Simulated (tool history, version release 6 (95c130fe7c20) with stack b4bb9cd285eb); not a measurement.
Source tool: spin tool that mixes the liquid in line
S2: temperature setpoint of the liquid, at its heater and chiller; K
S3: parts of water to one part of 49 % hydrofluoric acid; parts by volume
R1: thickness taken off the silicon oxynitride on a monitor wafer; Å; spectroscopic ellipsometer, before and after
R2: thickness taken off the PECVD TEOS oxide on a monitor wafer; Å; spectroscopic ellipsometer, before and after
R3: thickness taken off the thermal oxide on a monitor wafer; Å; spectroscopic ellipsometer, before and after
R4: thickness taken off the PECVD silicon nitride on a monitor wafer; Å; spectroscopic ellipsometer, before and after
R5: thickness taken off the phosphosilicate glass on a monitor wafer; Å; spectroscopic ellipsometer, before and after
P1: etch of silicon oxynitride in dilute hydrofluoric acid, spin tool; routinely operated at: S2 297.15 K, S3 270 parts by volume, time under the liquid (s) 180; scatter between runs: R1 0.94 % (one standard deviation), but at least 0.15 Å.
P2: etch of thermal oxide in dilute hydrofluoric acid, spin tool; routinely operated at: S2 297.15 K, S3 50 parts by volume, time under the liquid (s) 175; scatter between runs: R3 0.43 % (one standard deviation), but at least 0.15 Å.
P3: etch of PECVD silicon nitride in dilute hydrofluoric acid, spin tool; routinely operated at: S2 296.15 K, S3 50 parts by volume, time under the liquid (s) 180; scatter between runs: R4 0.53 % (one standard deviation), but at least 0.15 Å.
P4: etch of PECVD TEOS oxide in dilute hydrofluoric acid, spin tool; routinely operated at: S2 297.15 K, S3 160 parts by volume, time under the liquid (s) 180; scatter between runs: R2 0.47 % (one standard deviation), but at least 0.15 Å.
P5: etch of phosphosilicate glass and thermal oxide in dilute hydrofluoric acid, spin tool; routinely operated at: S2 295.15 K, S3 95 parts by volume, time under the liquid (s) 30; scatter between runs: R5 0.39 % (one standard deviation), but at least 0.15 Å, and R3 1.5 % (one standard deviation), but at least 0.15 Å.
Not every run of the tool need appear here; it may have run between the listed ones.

{"run": 1, "hour": 16.1, "process that ran": "P1", "S2": 297.15, "S3": 270, "time under the liquid (s)": 180, "R1": 26.378}
{"run": 2, "hour": 30.9, "process that ran": "P4", "S2": 297.15, "S3": 160, "time under the liquid (s)": 65, "R2": 49.038}
{"run": 3, "hour": 38.7, "process that ran": "P2", "S2": 297.15, "S3": 50, "time under the liquid (s)": 175, "R3": 179.56}
{"run": 4, "hour": 51.5, "process that ran": "P3", "S2": 291.65, "S3": 50, "time under the liquid (s)": 180, "R4": 135.57}
{"run": 5, "hour": 66.4, "process that ran": "P1", "S2": 297.15, "S3": 270, "time under the liquid (s)": 90, "R1": 13.503}
{"run": 6, "hour": 79.4, "process that ran": "P5", "S2": 295.15, "S3": 150, "time under the liquid (s)": 30, "R3": 7.8174, "R5": 351.28}
{"run": 7, "hour": 88.6, "process that ran": "P1", "S2": 290.15, "S3": 270, "time under the liquid (s)": 180, "R1": 19.643}
{"hour": 98.5, "done": "thermometer replaced"}
{"run": 8, "hour": 99.8, "process that ran": "P1", "S2": 303.15, "S3": 435, "time under the liquid (s)": 180, "R1": 18.789}
{"run": 9, "hour": 109.4, "process that ran": "P1", "S2": 297.15, "S3": 270, "time under the liquid (s)": 180, "R1": 26.437}
{"run": 10, "hour": 126.2, "process that ran": "P4", "S2": 291.15, "S3": 160, "time under the liquid (s)": 180, "R2": 106.68}
{"run": 11, "hour": 141.7, "process that ran": "P1", "S2": 302.15, "S3": 270, "time under the liquid (s)": 180, "R1": 33.233}
{"run": 12, "hour": 154.7, "process that ran": "P1", "S2": 297.15, "S3": 270, "time under the liquid (s)": 180, "R1": 26.989}
{"run": 13, "hour": 163.3, "process that ran": "P1", "S2": 301.65, "S3": 270, "time under the liquid (s)": 295, "R1": 53.186}
{"run": 14, "hour": 180.0, "process that ran": "P1", "S2": 297.15, "S3": 270, "time under the liquid (s)": 180, "R1": 26.481}
{"run": 15, "hour": 195.1, "process that ran": "P2", "S2": 297.15, "S3": 50, "time under the liquid (s)": 175, "R3": 179.58}
{"run": 16, "hour": 205.5, "process that ran": "P4", "S2": 297.15, "S3": 275, "time under the liquid (s)": 180, "R2": 69.847}
{"run": 17, "hour": 221.6, "process that ran": "P2", "S2": 297.15, "S3": 50, "time under the liquid (s)": 90, "R3": 91.622}
{"run": 18, "hour": 230.4, "process that ran": "P1", "S2": 297.15, "S3": 270, "time under the liquid (s)": 180, "R1": 26.65}
{"run": 19, "hour": 238.1, "process that ran": "P2", "S2": 297.15, "S3": 80, "time under the liquid (s)": 175, "R3": 108.82}
{"run": 20, "hour": 255.0, "process that ran": "P5", "S2": 295.15, "S3": 95, "time under the liquid (s)": 30, "R3": 13.786, "R5": 594.15}
{"run": 21, "hour": 268.3, "process that ran": "P1", "S2": 297.15, "S3": 270, "time under the liquid (s)": 335, "R1": 49.09}
{"run": 22, "hour": 275.9, "process that ran": "P4", "S2": 297.15, "S3": 160, "time under the liquid (s)": 180, "R2": 134.53}
{"run": 23, "hour": 286.1, "process that ran": "P2", "S2": 291.65, "S3": 50, "time under the liquid (s)": 175, "R3": 141.44}
{"run": 24, "hour": 296.7, "process that ran": "P5", "S2": 302.15, "S3": 95, "time under the liquid (s)": 30, "R3": 18.54, "R5": 780.84}
{"run": 25, "hour": 310.6, "process that ran": "P5", "S2": 295.15, "S3": 95, "time under the liquid (s)": 50, "R3": 22.67, "R5": 986.99}
{"run": 26, "hour": 326.0, "process that ran": "P3", "S2": 296.15, "S3": 50, "time under the liquid (s)": 180, "R4": 184.69}
{"run": 27, "hour": 333.8, "process that ran": "P1", "S2": 297.15, "S3": 270, "time under the liquid (s)": 180, "R1": 27.14}
{"run": 28, "hour": 344.5, "process that ran": "P1", "S2": 297.15, "S3": 80, "time under the liquid (s)": 180, "R1": 103.32}
{"run": 29, "hour": 358.5, "process that ran": "P1", "S2": 297.15, "S3": 270, "time under the liquid (s)": 180, "R1": 27.366}
{"run": 30, "hour": 367.7, "process that ran": "P3", "S2": 296.15, "S3": 75, "time under the liquid (s)": 180, "R4": 123.89}
{"run": 31, "hour": 379.5, "process that ran": "P3", "S2": 296.15, "S3": 50, "time under the liquid (s)": 15, "R4": 15.515}
{"run": 32, "hour": 387.8, "process that ran": "P1", "S2": 297.15, "S3": 420, "time under the liquid (s)": 180, "R1": 15.661}
{"run": 33, "hour": 404.0, "process that ran": "P1", "S2": 297.15, "S3": 270, "time under the liquid (s)": 180, "R1": 26.753}
{"run": 34, "hour": 419.4, "process that ran": "P1", "S2": 297.15, "S3": 270, "time under the liquid (s)": 180, "R1": 25.767}
{"run": 35, "hour": 433.1, "process that ran": "P1", "S2": 297.15, "S3": 270, "time under the liquid (s)": 180, "R1": 25.514}
{"run": 36, "hour": 445.4, "process that ran": "P1", "S2": 297.15, "S3": 270, "time under the liquid (s)": 180, "R1": 25.804}
{"run": 37, "hour": 461.9, "process that ran": "P1", "S2": 297.15, "S3": 270, "time under the liquid (s)": 180, "R1": 24.891}
{"run": 38, "hour": 470.9, "process that ran": "P1", "S2": 297.15, "S3": 270, "time under the liquid (s)": 180, "R1": 24.872}
{"run": 39, "hour": 486.3, "process that ran": "P1", "S2": 297.15, "S3": 270, "time under the liquid (s)": 180, "R1": 24.463}
{"run": 40, "hour": 497.1, "process that ran": "P1", "S2": 297.15, "S3": 270, "time under the liquid (s)": 180, "R1": 24.463}
{"run": 41, "hour": 507.1, "process that ran": "P1", "S2": 297.15, "S3": 270, "time under the liquid (s)": 180, "R1": 25.111}

The log shows P1 creeping away from where it was. Any of the 2 causes listed here, at the size stated for it, fits the log just as well as the others:
A: liquid colder than its thermometer reads (K) = 1.7
B: hydrofluoric acid flow below the setpoint (%) = 5.98
The creep began at about hour 404.

4 check runs are offered, one wafer each, their results left as question marks. Which one tells the causes apart?
{"run": "check 1", "hour": 517.1, "process that ran": "P2", "S2": 297.15, "S3": 50, "time under the liquid (s)": 175, "R3": "?"}
{"run": "check 2", "hour": 517.1, "process that ran": "P3", "S2": 296.15, "S3": 50, "time under the liquid (s)": 180, "R4": "?"}
{"run": "check 3", "hour": 517.1, "process that ran": "P4", "S2": 297.15, "S3": 160, "time under the liquid (s)": 180, "R2": "?"}
{"run": "check 4", "hour": 517.1, "process that ran": "P5", "S2": 295.15, "S3": 95, "time under the liquid (s)": 30, "R3": "?", "R5": "?"}

If the cause were each of the candidates in turn, the checks would give the following:
check=check_1 result=R3 if_A=166.61 if_B=167.38
check=check_2 result=R4 if_A=164.29 if_B=173.74
check=check_3 result=R2 if_A=126.11 if_B=125.1
check=check_4 result=R3 if_A=12.8 if_B=12.808
check=check_4 result=R5 if_A=553.33 if_B=553.67
Separation of the two closest causes in each check, using whichever result separates them best: check 1 0.46 %; check 2 5.6 %; check 3 0.8 %; check 4 0.06 %
Only check 2 tells the causes apart: in the others they would give nearly the same result.

Check 2 was then run and gave: R4 164.3 Å. Which cause is it?

The correct cause is A, namely: liquid colder than its thermometer reads (K).

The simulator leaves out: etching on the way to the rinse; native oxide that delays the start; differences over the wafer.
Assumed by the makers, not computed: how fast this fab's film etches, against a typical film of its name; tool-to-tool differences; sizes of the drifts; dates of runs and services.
